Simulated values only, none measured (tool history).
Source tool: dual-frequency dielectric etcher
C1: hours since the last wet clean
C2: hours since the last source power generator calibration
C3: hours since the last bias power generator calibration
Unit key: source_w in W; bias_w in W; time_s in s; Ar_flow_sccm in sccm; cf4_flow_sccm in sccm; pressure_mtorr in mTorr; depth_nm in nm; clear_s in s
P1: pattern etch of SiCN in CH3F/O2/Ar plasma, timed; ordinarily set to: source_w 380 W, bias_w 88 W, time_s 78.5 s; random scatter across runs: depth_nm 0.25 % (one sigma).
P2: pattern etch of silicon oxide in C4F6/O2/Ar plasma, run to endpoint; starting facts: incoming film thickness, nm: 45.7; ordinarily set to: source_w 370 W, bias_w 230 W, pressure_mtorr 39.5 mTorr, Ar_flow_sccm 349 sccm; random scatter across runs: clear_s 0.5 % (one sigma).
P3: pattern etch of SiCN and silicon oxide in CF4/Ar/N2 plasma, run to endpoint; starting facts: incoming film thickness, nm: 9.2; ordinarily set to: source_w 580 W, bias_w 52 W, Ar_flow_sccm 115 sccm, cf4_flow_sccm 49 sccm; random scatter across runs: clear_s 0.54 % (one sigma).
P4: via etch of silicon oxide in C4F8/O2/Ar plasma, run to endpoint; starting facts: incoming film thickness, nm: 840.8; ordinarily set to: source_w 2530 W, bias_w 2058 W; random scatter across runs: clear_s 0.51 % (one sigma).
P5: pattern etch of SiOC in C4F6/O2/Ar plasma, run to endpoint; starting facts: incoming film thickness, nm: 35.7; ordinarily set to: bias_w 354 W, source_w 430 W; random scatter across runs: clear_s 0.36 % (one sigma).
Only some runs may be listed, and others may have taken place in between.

Run 1, hour 10.4: process P1, source_w 380 W, bias_w 88 W, time_s 78.5 s; C1 205.5; C2 183.6; C3 1097.6. Result: depth_nm 30.737 nm.
Run 2, hour 17.2: process P5, source_w 430 W, bias_w 354 W; C1 212.3; C2 190.4; C3 1104.4. Result: clear_s 13.0110 s.
Run 3, hour 23.8: process P4, source_w 2530 W, bias_w 2058 W; C1 218.9; C2 197.0; C3 1111.0. Result: clear_s 158.1100 s.
Run 4, hour 31.6: process P3, source_w 580 W, bias_w 31 W, Ar_flow_sccm 115 sccm, cf4_flow_sccm 49 sccm; C1 226.7; C2 204.8; C3 1118.8. Result: clear_s 12.4370 s.
Run 5, hour 43.0: process P1, source_w 380 W, bias_w 120 W, time_s 78.5 s; C1 238.1; C2 216.2; C3 1130.2. Result: depth_nm 34.557 nm.
At hour 47.0: bias power generator calibrated.
Run 6, hour 53.6: process P4, source_w 2530 W, bias_w 2910 W; C1 248.7; C2 226.8; C3 6.6. Result: clear_s 142.8800 s.
Run 7, hour 59.1: process P1, source_w 460 W, bias_w 88 W, time_s 78.5 s; C1 254.2; C2 232.3; C3 12.1. Result: depth_nm 32.945 nm.
Run 8, hour 68.2: process P1, source_w 380 W, bias_w 88 W, time_s 78.5 s; C1 263.3; C2 241.4; C3 21.2. Result: depth_nm 30.643 nm.
Run 9, hour 77.3: process P4, source_w 2530 W, bias_w 2058 W; C1 272.4; C2 250.5; C3 30.3. Result: clear_s 157.3700 s.
Run 10, hour 85.9: process P1, source_w 380 W, bias_w 88 W, time_s 52.5 s; C1 281.0; C2 259.1; C3 38.9. Result: depth_nm 20.516 nm.
At hour 87.0: wet clean of the chamber.
Run 11, hour 96.3: process P2, source_w 370 W, bias_w 230 W, Ar_flow_sccm 457 sccm, pressure_mtorr 39.5 mTorr; C1 9.4; C2 269.5; C3 49.3. Result: clear_s 15.2240 s.
Run 12, hour 106.1: process P5, source_w 430 W, bias_w 354 W; C1 19.2; C2 279.3; C3 59.1. Result: clear_s 12.9720 s.
Run 13, hour 114.9: process P1, source_w 380 W, bias_w 88 W, time_s 108.0 s; C1 28.0; C2 288.1; C3 67.9. Result: depth_nm 42.079 nm.
Run 14, hour 125.0: process P1, source_w 380 W, bias_w 88 W, time_s 78.5 s; C1 38.1; C2 298.2; C3 78.0. Result: depth_nm 30.771 nm.
Run 15, hour 131.8: process P3, source_w 440 W, bias_w 52 W, Ar_flow_sccm 115 sccm, cf4_flow_sccm 49 sccm; C1 44.9; C2 305.0; C3 84.8. Result: clear_s 13.4720 s.
Run 16, hour 143.8: process P3, source_w 580 W, bias_w 52 W, Ar_flow_sccm 115 sccm, cf4_flow_sccm 69 sccm; C1 56.9; C2 317.0; C3 96.8. Result: clear_s 9.8473 s.
Run 17, hour 151.5: process P1, source_w 310 W, bias_w 114 W, time_s 78.5 s; C1 64.6; C2 324.7; C3 104.5. Result: depth_nm 31.242 nm.
Run 18, hour 161.8: process P5, source_w 610 W, bias_w 354 W; C1 74.9; C2 335.0; C3 114.8. Result: clear_s 11.3880 s.
Run 19, hour 168.7: process P3, source_w 580 W, bias_w 52 W, Ar_flow_sccm 115 sccm, cf4_flow_sccm 49 sccm; C1 81.8; C2 341.9; C3 121.7. Result: clear_s 10.5960 s.
Run 20, hour 174.5: process P2, source_w 370 W, bias_w 230 W, Ar_flow_sccm 349 sccm, pressure_mtorr 32.0 mTorr; C1 87.6; C2 347.7; C3 127.5. Result: clear_s 14.3750 s.
Run 21, hour 185.1: process P2, source_w 300 W, bias_w 230 W, Ar_flow_sccm 349 sccm, pressure_mtorr 39.5 mTorr; C1 98.2; C2 358.3; C3 138.1. Result: clear_s 16.0350 s.
Run 22, hour 195.4: process P3, source_w 580 W, bias_w 52 W, Ar_flow_sccm 86 sccm, cf4_flow_sccm 49 sccm; C1 108.5; C2 368.6; C3 148.4. Result: clear_s 10.0790 s.
Run 23, hour 201.4: process P2, source_w 370 W, bias_w 230 W, Ar_flow_sccm 349 sccm, pressure_mtorr 39.5 mTorr; C1 114.5; C2 374.6; C3 154.4. Result: clear_s 14.8490 s.
Run 24, hour 211.8: process P5, source_w 430 W, bias_w 219 W; C1 124.9; C2 385.0; C3 164.8. Result: clear_s 15.2370 s.
Run 25, hour 217.3: process P3, source_w 580 W, bias_w 52 W, Ar_flow_sccm 115 sccm, cf4_flow_sccm 49 sccm; C1 130.4; C2 390.5; C3 170.3. Result: clear_s 10.6490 s.
Run 26, hour 223.1: process P1, source_w 380 W, bias_w 88 W, time_s 78.5 s; C1 136.2; C2 396.3; C3 176.1. Result: depth_nm 30.812 nm.
Run 27, hour 231.3: process P1, source_w 290 W, bias_w 88 W, time_s 78.5 s; C1 144.4; C2 404.5; C3 184.3. Result: depth_nm 27.627 nm.
Run 28, hour 242.3: process P4, source_w 1570 W, bias_w 2058 W; C1 155.4; C2 415.5; C3 195.3. Result: clear_s 189.7800 s.
Run 29, hour 250.0: process P2, source_w 370 W, bias_w 230 W, Ar_flow_sccm 349 sccm, pressure_mtorr 39.5 mTorr; C1 163.1; C2 423.2; C3 203.0. Result: clear_s 14.8110 s.
Run 30, hour 256.1: process P1, source_w 380 W, bias_w 88 W, time_s 78.5 s; C1 169.2; C2 429.3; C3 209.1. Result: depth_nm 30.543 nm.
Run 31, hour 265.2: process P2, source_w 370 W, bias_w 320 W, Ar_flow_sccm 349 sccm, pressure_mtorr 39.5 mTorr; C1 178.3; C2 438.4; C3 218.2. Result: clear_s 13.2650 s.
Run 32, hour 273.0: process P1, source_w 380 W, bias_w 60 W, time_s 78.5 s; C1 186.1; C2 446.2; C3 226.0. Result: depth_nm 26.702 nm.
Run 33, hour 280.7: process P1, source_w 380 W, bias_w 88 W, time_s 78.5 s; C1 193.8; C2 453.9; C3 233.7. Result: depth_nm 30.714 nm.
Run 34, hour 287.6: process P1, source_w 380 W, bias_w 88 W, time_s 78.5 s; C1 200.7; C2 460.8; C3 240.6. Result: depth_nm 30.637 nm.
Run 35, hour 298.7: process P1, source_w 380 W, bias_w 88 W, time_s 78.5 s; C1 211.8; C2 471.9; C3 251.7. Result: depth_nm 30.338 nm.
Run 36, hour 304.5: process P1, source_w 380 W, bias_w 88 W, time_s 78.5 s; C1 217.6; C2 477.7; C3 257.5. Result: depth_nm 30.414 nm.
Run 37, hour 310.0: process P1, source_w 380 W, bias_w 88 W, time_s 78.5 s; C1 223.1; C2 483.2; C3 263.0. Result: depth_nm 30.296 nm.
Run 38, hour 316.0: process P1, source_w 380 W, bias_w 88 W, time_s 78.5 s; C1 229.1; C2 489.2; C3 269.0. Result: depth_nm 30.296 nm.
At hour 318.6: wet clean of the chamber.
Run 39, hour 324.1: process P1, source_w 380 W, bias_w 88 W, time_s 78.5 s; C1 5.6; C2 497.3; C3 277.1. Result: depth_nm 30.170 nm.
Run 40, hour 334.2: process P1, source_w 380 W, bias_w 88 W, time_s 78.5 s; C1 15.7; C2 507.4; C3 287.2. Result: depth_nm 30.297 nm.
Run 41, hour 346.3: process P1, source_w 380 W, bias_w 88 W, time_s 78.5 s; C1 27.8; C2 519.5; C3 299.3. Result: depth_nm 30.069 nm.
Run 42, hour 354.4: process P1, source_w 380 W, bias_w 88 W, time_s 78.5 s; C1 35.9; C2 527.6; C3 307.4. Result: depth_nm 30.258 nm.
Run 43, hour 364.0: process P1, source_w 380 W, bias_w 88 W, time_s 78.5 s; C1 45.5; C2 537.2; C3 317.0. Result: depth_nm 30.057 nm.
Run 44, hour 373.9: process P1, source_w 380 W, bias_w 88 W, time_s 78.5 s; C1 55.4; C2 547.1; C3 326.9. Result: depth_nm 30.066 nm.

What P1 gives has crept off from where it sat before. The 2 causes that follow fit the log equally well, each at the size noted:
A: bias power that arrives under what is set, % = 4.28
B: source power that arrives under what is set, % = 4.24
The onset of the drift is placed at about hour 280.7.
Ruled out, with reasons:
chamber walls in a state that lowers the etch rate, %: serviced at hour 318.6, after the drift had started, without restoring the earlier output

Consider the 4 check runs below, whose results appear as question marks and each of which averages 3 wafers. Which one distinguishes the causes, in that each cause would give it a clearly different result?
Run check 1, hour 383.8: process P2, source_w 370 W, bias_w 314 W, Ar_flow_sccm 349 sccm, pressure_mtorr 39.5 mTorr. Result: clear_s ?.
Run check 2, hour 383.8: process P4, source_w 2060 W, bias_w 2778 W. Result: clear_s ?.
Run check 3, hour 383.8: process P3, source_w 580 W, bias_w 52 W, Ar_flow_sccm 93 sccm, cf4_flow_sccm 66 sccm. Result: clear_s ?.
Run check 4, hour 383.8: process P5, source_w 590 W, bias_w 230 W. Result: clear_s ?.

What each check would give under each cause:
  check   result      if A      if B
check 1  clear_s   13.5380   13.5510
check 2  clear_s  158.3800  158.9600
check 3  clear_s    9.7527   10.0040
check 4  clear_s   13.4430   13.4820
How far apart the two closest causes lie, in the result that separates them most: check 1 0.09 %; check 2 0.37 %; check 3 2.54 %; check 4 0.29 %
Only check 3 tells the causes apart: in the others they would give nearly the same result.

Then check 3 was run and gave: clear_s 9.7054 s. Which cause is it?

It is A: bias power that arrives under what is set, %.
